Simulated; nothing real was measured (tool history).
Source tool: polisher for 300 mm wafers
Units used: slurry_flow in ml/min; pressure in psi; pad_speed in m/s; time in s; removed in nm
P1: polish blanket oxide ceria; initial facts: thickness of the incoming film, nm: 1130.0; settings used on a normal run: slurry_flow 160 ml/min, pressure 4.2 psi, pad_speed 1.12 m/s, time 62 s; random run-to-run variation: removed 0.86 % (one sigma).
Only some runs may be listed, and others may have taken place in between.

run   hour  slurry_flow  pressure  pad_speed  time  wafers polished on this pad  hours since the slurry nozzle was cleaned  hours since the head pressure was calibrated  removed
  1   10.5          160       4.2       1.12    62                          370                                      132.6                                         765.1   446.54
  2   22.0          200       5.5       1.12    62                          467                                      144.1                                         776.6   607.50
  3   35.9          160       1.9       1.12    62                          585                                      158.0                                         790.5   200.95
  4   52.2          160       4.2       1.12    29                          723                                      174.3                                         806.8   208.29
  5   64.9          160       6.6       1.12    62                          831                                      187.0                                         819.5   710.87
  6   76.5          160       4.2       1.70    62                          930                                      198.6                                         831.1   673.92
  7   84.6           95       4.2       1.12    62                          998                                      206.7                                         839.2   393.86
      96.2  -- slurry nozzle cleaned
  8   98.8          160       4.2       1.12    62                         1119                                        2.7                                         853.4   445.70
  9  107.3          160       4.2       1.12    62                         1191                                       11.2                                         861.9   440.38
 10  123.3          160       4.2       1.12    62                         1326                                       27.2                                         877.9   441.61
 11  133.3          160       4.2       0.72    62                         1411                                       37.2                                         887.9   288.89
 12  145.6          160       5.2       0.66    62                         1516                                       49.5                                         900.2   327.02
 13  159.5          160       4.2       1.12    98                         1633                                       63.4                                         914.1   717.16
 14  174.9          160       4.2       1.12    62                         1764                                       78.8                                         929.5   446.86
 15  182.2          205       4.2       1.12    62                         1826                                       86.1                                         936.8   463.69
 16  196.9          160       4.2       1.12    62                         1951                                      100.8                                         951.5   447.28
 17  211.0          160       4.2       1.12    62                         2070                                      114.9                                         965.6   428.05
 18  223.3          160       4.2       1.12    62                         2175                                      127.2                                         977.9   416.92

Forecast run 19:
 19  236.1          160       4.2       1.12    62                         2283                                      140.0                                         990.7        ?

Logged for run 19: removed 417.82 nm.
